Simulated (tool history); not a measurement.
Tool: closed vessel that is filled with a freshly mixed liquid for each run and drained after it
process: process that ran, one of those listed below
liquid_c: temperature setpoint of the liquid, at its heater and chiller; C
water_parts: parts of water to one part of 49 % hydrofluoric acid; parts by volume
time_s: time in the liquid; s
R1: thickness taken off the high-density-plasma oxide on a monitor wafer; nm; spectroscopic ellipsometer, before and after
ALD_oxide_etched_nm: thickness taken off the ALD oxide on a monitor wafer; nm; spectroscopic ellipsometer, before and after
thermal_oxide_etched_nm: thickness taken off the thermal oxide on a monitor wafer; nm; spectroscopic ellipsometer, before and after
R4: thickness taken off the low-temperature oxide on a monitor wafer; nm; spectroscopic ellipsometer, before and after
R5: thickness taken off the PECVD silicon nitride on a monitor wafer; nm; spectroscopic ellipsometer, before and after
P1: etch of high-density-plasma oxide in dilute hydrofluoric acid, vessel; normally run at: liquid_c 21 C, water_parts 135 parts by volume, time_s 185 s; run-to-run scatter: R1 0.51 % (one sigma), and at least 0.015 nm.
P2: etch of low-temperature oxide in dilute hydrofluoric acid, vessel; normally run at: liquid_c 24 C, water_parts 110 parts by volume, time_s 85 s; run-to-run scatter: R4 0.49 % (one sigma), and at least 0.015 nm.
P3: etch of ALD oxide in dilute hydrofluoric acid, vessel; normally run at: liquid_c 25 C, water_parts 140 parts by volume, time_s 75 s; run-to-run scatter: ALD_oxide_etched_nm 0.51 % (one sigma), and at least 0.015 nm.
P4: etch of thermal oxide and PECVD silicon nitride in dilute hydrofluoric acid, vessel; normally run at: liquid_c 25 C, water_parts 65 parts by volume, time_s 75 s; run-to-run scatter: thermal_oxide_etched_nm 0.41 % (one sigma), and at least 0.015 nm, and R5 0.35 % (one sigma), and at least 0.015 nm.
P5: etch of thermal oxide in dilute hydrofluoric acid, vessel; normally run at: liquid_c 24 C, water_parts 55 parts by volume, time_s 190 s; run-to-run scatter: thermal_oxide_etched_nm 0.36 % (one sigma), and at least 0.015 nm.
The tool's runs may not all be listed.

run 1 hour=7.6 | process=P1 liquid_c=21 water_parts=135 time_s=185 | R1=6.9036
run 2 hour=24.3 | process=P1 liquid_c=21 water_parts=25 time_s=185 | R1=42.426
run 3 hour=34.6 | process=P3 liquid_c=25 water_parts=140 time_s=75 | ALD_oxide_etched_nm=11.951
run 4 hour=44.5 | process=P1 liquid_c=21 water_parts=30 time_s=65 | R1=12.403
run 5 hour=52.2 | process=P1 liquid_c=17 water_parts=135 time_s=185 | R1=5.8599
run 6 hour=65.8 | process=P5 liquid_c=24 water_parts=20 time_s=190 | thermal_oxide_etched_nm=48.132
run 7 hour=76.7 | process=P2 liquid_c=29 water_parts=110 time_s=85 | R4=13.149
run 8 hour=91 | process=P3 liquid_c=25 water_parts=140 time_s=75 | ALD_oxide_etched_nm=12.046
run 9 hour=98.4 | process=P1 liquid_c=25 water_parts=135 time_s=185 | R1=8.1584
run 10 hour=115.1 | process=P4 liquid_c=25 water_parts=85 time_s=75 | thermal_oxide_etched_nm=4.4294 R5=4.7975
run 11 hour=126.8 | process=P1 liquid_c=21 water_parts=200 time_s=185 | R1=4.3469
run 12 hour=143.1 | process=P2 liquid_c=24 water_parts=110 time_s=85 | R4=10.87
run 13 hour=151.9 | process=P2 liquid_c=24 water_parts=110 time_s=45 | R4=5.6539
run 14 hour=160.6 | process=P4 liquid_c=25 water_parts=65 time_s=30 | thermal_oxide_etched_nm=2.3973 R5=2.5067
run 15 hour=169.5 | process=P1 liquid_c=21 water_parts=135 time_s=65 | R1=2.4176
run 16 hour=177.8 | process=P4 liquid_c=25 water_parts=65 time_s=75 | thermal_oxide_etched_nm=6.0034 R5=6.263
run 17 hour=187.6 | process=P1 liquid_c=21 water_parts=135 time_s=185 | R1=6.9697
run 18 hour=196.7 | process=P1 liquid_c=21 water_parts=135 time_s=185 | R1=6.9921
run 19 hour=210.3 | process=P3 liquid_c=25 water_parts=25 time_s=75 | ALD_oxide_etched_nm=78.227
run 20 hour=223.4 | process=P5 liquid_c=24 water_parts=55 time_s=190 | thermal_oxide_etched_nm=16.73
run 21 hour=238.4 | process=P1 liquid_c=21 water_parts=135 time_s=185 | R1=6.8959
run 22 hour=254.4 | process=P1 liquid_c=21 water_parts=135 time_s=185 | R1=6.9375
run 23 hour=269.1 | process=P3 liquid_c=19 water_parts=140 time_s=75 | ALD_oxide_etched_nm=9.511
run 24 hour=278.7 | process=P1 liquid_c=21 water_parts=135 time_s=185 | R1=6.8873
run 25 hour=291.5 | process=P5 liquid_c=24 water_parts=55 time_s=190 | thermal_oxide_etched_nm=16.68
run 26 hour=301.3 | process=P1 liquid_c=21 water_parts=135 time_s=300 | R1=11.143
run 27 hour=310.4 | process=P5 liquid_c=28 water_parts=55 time_s=190 | thermal_oxide_etched_nm=19.689
run 28 hour=317.8 | process=P2 liquid_c=24 water_parts=65 time_s=85 | R4=19.456
run 29 hour=325.7 | process=P4 liquid_c=19.5 water_parts=65 time_s=75 | thermal_oxide_etched_nm=4.7926 R5=4.2627
run 30 hour=339.4 | process=P2 liquid_c=24 water_parts=110 time_s=85 | R4=10.772
run 31 hour=352.8 | process=P3 liquid_c=25 water_parts=140 time_s=30 | ALD_oxide_etched_nm=4.7498
run 32 hour=365.5 | process=P5 liquid_c=24 water_parts=55 time_s=320 | thermal_oxide_etched_nm=28.188
run 33 hour=376.8 | process=P1 liquid_c=21 water_parts=135 time_s=185 | R1=6.95
run 34 hour=393.8 | process=P1 liquid_c=21 water_parts=135 time_s=185 | R1=6.7406
run 35 hour=403.9 | process=P1 liquid_c=21 water_parts=135 time_s=185 | R1=6.511
run 36 hour=415.4 | process=P1 liquid_c=21 water_parts=135 time_s=185 | R1=6.4425
run 37 hour=427.7 | process=P1 liquid_c=21 water_parts=135 time_s=185 | R1=6.3982
run 38 hour=437.2 | process=P1 liquid_c=21 water_parts=135 time_s=185 | R1=6.3936
run 39 hour=450.8 | process=P1 liquid_c=21 water_parts=135 time_s=185 | R1=6.3229
run 40 hour=460.3 | process=P1 liquid_c=21 water_parts=135 time_s=185 | R1=6.3506
run 41 hour=474.5 | process=P1 liquid_c=21 water_parts=135 time_s=185 | R1=6.2788
run 42 hour=487.3 | process=P1 liquid_c=21 water_parts=135 time_s=185 | R1=6.2778
run 43 hour=496.4 | process=P1 liquid_c=21 water_parts=135 time_s=185 | R1=6.2731
run 44 hour=510.2 | process=P1 liquid_c=21 water_parts=135 time_s=185 | R1=6.3119

What P1 gives has crept away from where it was. These 2 causes fit the log equally well, each at the size given:
A: liquid colder than its thermometer reads (K) = 2.39
B: hydrofluoric acid flow below the setpoint (%) = 7.99
The creep began at about hour 376.8.

4 check runs are offered, one wafer each, their results left as question marks. Which one tells the causes apart?
run check 1 hour=524 | process=P3 liquid_c=25 water_parts=140 time_s=75 | ALD_oxide_etched_nm=?
run check 2 hour=524 | process=P2 liquid_c=24 water_parts=110 time_s=85 | R4=?
run check 3 hour=524 | process=P5 liquid_c=24 water_parts=55 time_s=190 | thermal_oxide_etched_nm=?
run check 4 hour=524 | process=P4 liquid_c=25 water_parts=65 time_s=75 | thermal_oxide_etched_nm=? R5=?

What each check would give under each cause:
check=check_1 result=ALD_oxide_etched_nm if_A=10.944 if_B=10.885
check=check_2 result=R4 if_A=9.8 if_B=9.8032
check=check_3 result=thermal_oxide_etched_nm if_A=15.173 if_B=15.315
check=check_4 result=thermal_oxide_etched_nm if_A=5.4534 if_B=5.49
check=check_4 result=R5 if_A=5.3231 if_B=5.7565
How far apart the two closest causes lie, in the result that separates them most: check 1 0.54 %; check 2 0.03 %; check 3 0.93 %; check 4 7.83 %
Check 4 tells the causes apart: in the others they would give nearly the same result.

Check 4 was then run and gave: thermal_oxide_etched_nm 5.462 nm; R5 5.8129 nm. Which cause is it?

It is B: hydrofluoric acid flow below the setpoint (%).

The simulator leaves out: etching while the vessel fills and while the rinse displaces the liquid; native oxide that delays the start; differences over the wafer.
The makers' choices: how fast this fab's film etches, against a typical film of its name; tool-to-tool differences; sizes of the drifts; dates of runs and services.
